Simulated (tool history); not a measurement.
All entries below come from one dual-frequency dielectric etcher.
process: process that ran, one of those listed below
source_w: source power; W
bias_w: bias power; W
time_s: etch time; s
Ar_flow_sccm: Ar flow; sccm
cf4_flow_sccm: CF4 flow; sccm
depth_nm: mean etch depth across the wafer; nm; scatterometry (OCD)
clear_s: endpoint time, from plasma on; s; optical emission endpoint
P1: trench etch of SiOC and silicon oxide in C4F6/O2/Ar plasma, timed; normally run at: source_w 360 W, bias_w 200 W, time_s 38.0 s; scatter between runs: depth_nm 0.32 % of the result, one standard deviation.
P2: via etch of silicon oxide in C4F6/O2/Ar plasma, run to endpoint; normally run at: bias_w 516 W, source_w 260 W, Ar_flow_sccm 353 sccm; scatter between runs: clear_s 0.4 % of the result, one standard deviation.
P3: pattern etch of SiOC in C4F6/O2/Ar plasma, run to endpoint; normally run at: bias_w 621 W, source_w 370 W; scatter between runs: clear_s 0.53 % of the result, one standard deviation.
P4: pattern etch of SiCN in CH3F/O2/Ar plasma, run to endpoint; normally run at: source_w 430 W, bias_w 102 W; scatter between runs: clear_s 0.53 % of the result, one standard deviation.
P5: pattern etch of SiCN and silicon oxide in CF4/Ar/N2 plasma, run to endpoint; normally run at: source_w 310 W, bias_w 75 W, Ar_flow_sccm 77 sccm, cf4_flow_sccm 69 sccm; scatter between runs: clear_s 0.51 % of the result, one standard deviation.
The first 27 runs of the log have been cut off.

run   hour  process  source_w  bias_w  time_s  Ar_flow_sccm  cf4_flow_sccm  hours since the last wet clean  hours since the last source power generator calibration  hours since the last bias power generator calibration  depth_nm  clear_s
 28  281.7       P1       360     149    38.0                                                        645.5                                                   2794.8                                                 1238.5    65.847
     283.2  -- source power generator calibrated
 29  292.1       P1       360     200    27.5                                                        655.9                                                      9.0                                                 1248.9    52.390
 30  303.9       P2       260     516                   353                                          667.7                                                     20.8                                                 1260.7             18.640
 31  317.2       P3       370     621                                                                681.0                                                     34.1                                                 1274.0             13.153
 32  325.2       P1       360     200    38.0                                                        689.0                                                     42.1                                                 1282.0    72.618
 33  335.3       P1       360     200    38.0                                                        699.1                                                     52.2                                                 1292.1    71.860
 34  344.5       P1       360     200    38.0                                                        708.3                                                     61.4                                                 1301.3    71.200
 35  356.5       P1       360     200    38.0                                                        720.3                                                     73.4                                                 1313.3    71.068
     360.1  -- wet clean of the chamber
 36  366.1       P1       360     200    38.0                                                          6.0                                                     83.0                                                 1322.9    71.136

For run 37, what comes out?
 37  373.8       P1       360     200    38.0                                                         13.7                                                     90.7                                                 1330.6         ?

Run 37 produced depth_nm 71.169 nm.

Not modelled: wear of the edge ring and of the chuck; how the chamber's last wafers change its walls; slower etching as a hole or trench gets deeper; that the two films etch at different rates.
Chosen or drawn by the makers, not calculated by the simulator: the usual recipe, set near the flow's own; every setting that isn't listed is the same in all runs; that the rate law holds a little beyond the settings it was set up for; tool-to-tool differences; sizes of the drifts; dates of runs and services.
